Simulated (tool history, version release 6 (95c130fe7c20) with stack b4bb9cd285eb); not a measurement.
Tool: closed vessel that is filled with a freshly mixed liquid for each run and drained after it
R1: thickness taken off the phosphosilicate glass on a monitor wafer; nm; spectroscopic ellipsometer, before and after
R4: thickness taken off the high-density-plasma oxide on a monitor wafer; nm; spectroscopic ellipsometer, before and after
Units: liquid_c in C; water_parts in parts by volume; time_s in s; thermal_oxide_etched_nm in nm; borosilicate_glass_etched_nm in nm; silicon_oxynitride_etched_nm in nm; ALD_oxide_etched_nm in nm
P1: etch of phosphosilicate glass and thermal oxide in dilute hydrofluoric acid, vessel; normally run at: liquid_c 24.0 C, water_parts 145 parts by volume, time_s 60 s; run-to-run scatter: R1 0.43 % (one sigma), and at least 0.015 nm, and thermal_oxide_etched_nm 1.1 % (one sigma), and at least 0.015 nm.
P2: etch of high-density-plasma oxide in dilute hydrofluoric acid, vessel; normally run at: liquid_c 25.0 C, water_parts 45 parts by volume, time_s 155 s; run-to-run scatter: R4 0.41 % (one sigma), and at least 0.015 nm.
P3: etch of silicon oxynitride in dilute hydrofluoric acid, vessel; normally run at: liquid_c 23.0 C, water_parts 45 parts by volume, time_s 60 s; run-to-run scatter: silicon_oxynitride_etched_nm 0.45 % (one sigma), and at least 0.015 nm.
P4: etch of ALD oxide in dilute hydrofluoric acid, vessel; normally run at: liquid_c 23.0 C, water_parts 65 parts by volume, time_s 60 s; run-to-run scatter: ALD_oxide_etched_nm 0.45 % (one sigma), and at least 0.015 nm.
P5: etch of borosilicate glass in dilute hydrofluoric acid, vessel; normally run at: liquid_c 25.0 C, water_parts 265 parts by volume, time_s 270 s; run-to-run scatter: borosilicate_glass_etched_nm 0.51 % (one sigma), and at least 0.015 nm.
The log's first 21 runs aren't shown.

Run 22, hour 234.0: process P4, liquid_c 23.0 C, water_parts 40 parts by volume, time_s 60 s. Result: ALD_oxide_etched_nm 27.241 nm.
Run 23, hour 245.8: process P1, liquid_c 24.0 C, water_parts 145 parts by volume, time_s 60 s. Result: R1 78.967 nm, thermal_oxide_etched_nm 1.80110 nm.
Run 24, hour 254.7: process P2, liquid_c 25.0 C, water_parts 75 parts by volume, time_s 155 s. Result: R4 16.830 nm.
Run 25, hour 263.8: process P1, liquid_c 24.0 C, water_parts 145 parts by volume, time_s 60 s. Result: R1 78.863 nm, thermal_oxide_etched_nm 1.82550 nm.
At hour 273.1: thermometer replaced.
Run 26, hour 275.6: process P4, liquid_c 23.0 C, water_parts 65 parts by volume, time_s 60 s. Result: ALD_oxide_etched_nm 16.331 nm.
Run 27, hour 286.1: process P1, liquid_c 29.0 C, water_parts 145 parts by volume, time_s 60 s. Result: R1 94.164 nm, thermal_oxide_etched_nm 2.17420 nm.
Run 28, hour 292.5: process P2, liquid_c 25.0 C, water_parts 45 parts by volume, time_s 290 s. Result: R4 54.702 nm.
Run 29, hour 299.5: process P3, liquid_c 23.0 C, water_parts 45 parts by volume, time_s 115 s. Result: silicon_oxynitride_etched_nm 12.0430 nm.
Run 30, hour 306.5: process P2, liquid_c 25.0 C, water_parts 45 parts by volume, time_s 155 s. Result: R4 29.197 nm.
Run 31, hour 313.6: process P5, liquid_c 25.0 C, water_parts 265 parts by volume, time_s 270 s. Result: borosilicate_glass_etched_nm 31.8550 nm.
Run 32, hour 325.9: process P3, liquid_c 23.0 C, water_parts 45 parts by volume, time_s 60 s. Result: silicon_oxynitride_etched_nm 6.3241 nm.
Run 33, hour 335.3: process P1, liquid_c 24.0 C, water_parts 145 parts by volume, time_s 60 s. Result: R1 78.198 nm, thermal_oxide_etched_nm 1.76110 nm.
Run 34, hour 346.8: process P1, liquid_c 24.0 C, water_parts 145 parts by volume, time_s 60 s. Result: R1 77.054 nm, thermal_oxide_etched_nm 1.74440 nm.

Forecast run 35:
Run 35, hour 360.3: process P1, liquid_c 24.0 C, water_parts 145 parts by volume, time_s 60 s. Result: R1 ?, thermal_oxide_etched_nm ?.

{"run 35": {"R1": 75.406, "thermal_oxide_etched_nm": 1.7099}}
